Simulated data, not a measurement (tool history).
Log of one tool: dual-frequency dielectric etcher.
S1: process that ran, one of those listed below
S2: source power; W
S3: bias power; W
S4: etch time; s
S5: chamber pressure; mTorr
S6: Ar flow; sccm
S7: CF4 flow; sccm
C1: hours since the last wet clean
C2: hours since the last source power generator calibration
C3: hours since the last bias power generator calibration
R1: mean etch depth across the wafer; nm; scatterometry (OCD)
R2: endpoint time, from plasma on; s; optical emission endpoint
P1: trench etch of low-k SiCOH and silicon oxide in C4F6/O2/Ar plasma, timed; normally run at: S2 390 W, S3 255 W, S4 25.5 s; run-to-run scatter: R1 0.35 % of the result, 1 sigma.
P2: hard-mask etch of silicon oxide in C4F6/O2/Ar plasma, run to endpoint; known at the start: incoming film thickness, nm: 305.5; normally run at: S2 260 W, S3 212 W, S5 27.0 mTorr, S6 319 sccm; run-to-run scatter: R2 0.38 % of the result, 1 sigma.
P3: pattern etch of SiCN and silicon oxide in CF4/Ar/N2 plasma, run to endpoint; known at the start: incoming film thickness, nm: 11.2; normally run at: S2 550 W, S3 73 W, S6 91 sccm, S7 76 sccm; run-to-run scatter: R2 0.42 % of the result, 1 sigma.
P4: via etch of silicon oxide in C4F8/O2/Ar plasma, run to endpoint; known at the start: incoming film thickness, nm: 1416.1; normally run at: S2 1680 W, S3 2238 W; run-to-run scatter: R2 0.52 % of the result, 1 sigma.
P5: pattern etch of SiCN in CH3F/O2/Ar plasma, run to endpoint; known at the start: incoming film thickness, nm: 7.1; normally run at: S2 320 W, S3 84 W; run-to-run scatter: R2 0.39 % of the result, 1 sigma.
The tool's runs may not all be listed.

run	hour	S1	S2	S3	S4	S5	S6	S7	C1	C2	C3	R1	R2
1	3.9	P1	390	255	25.5				116.7	619.3	1750.5	87.546	
2	11.5	P1	390	318	14.0				124.3	626.9	1758.1	52.135	
3	18.1	P1	390	255	25.5				130.9	633.5	1764.7	88.449	
4	22.4	P5	230	84					135.2	637.8	1769.0		22.118
5	30.0	P4	1680	2994					142.8	645.4	1776.6		265.890
6	33.5	P1	390	340	25.5				146.3	648.9	1780.1	97.074	
7	38.0	P2	260	212		27.0	319		150.8	653.4	1784.6		107.930
8	42.5	P3	550	73			118	76	155.3	657.9	1789.1		11.159
9	46.2	P1	390	255	25.5				159.0	661.6	1792.8	88.641	
# hour 49.9: source power generator calibrated
10	52.0	P2	260	212		27.0	438		164.8	2.1	1798.6		112.060
11	56.9	P1	390	255	33.5				169.7	7.0	1803.5	115.470	
12	63.7	P1	520	255	25.5				176.5	13.8	1810.3	98.521	
13	67.5	P5	320	62					180.3	17.6	1814.1		21.774
# hour 71.1: bias power generator calibrated
14	72.3	P2	260	159		27.0	319		185.1	22.4	1.3		118.740
15	78.8	P3	550	73			91	46	191.6	28.9	7.8		11.668
16	84.2	P1	390	255	25.5				197.0	34.3	13.2	88.192	
17	89.7	P1	270	255	25.5				202.5	39.8	18.7	76.420	
18	95.9	P1	240	186	25.5				208.7	46.0	24.9	65.601	
19	99.9	P4	1680	2238					212.7	50.0	28.9		290.460
20	104.4	P3	550	73			91	76	217.2	54.5	33.4		10.806
21	108.7	P1	390	255	18.0				221.5	58.8	37.7	61.651	
22	112.6	P2	160	212		27.0	319		225.4	62.7	41.6		129.780
23	116.5	P3	390	73			91	76	229.3	66.6	45.5		14.714
24	122.7	P1	390	196	25.5				235.5	72.8	51.7	80.514	
25	130.0	P3	550	73			91	76	242.8	80.1	59.0		10.808
26	135.1	P2	260	212		37.5	319		247.9	85.2	64.1		112.090
27	141.1	P3	550	52			91	76	253.9	91.2	70.1		11.935
28	148.1	P1	390	255	25.5				260.9	98.2	77.1	87.942	
29	155.8	P5	320	84					268.6	105.9	84.8		19.426
30	162.6	P1	390	304	18.5				275.4	112.7	91.6	68.113	
31	166.8	P4	1030	2238					279.6	116.9	95.8		350.560
32	173.8	P1	390	255	25.5				286.6	123.9	102.8	88.275	
33	178.0	P1	390	255	25.5				290.8	128.1	107.0	87.566	

Run 34 comes next. What will it give?
34	181.9	P1	390	255	25.5				294.7	132.0	110.9	?	

R1: 87.450 nm
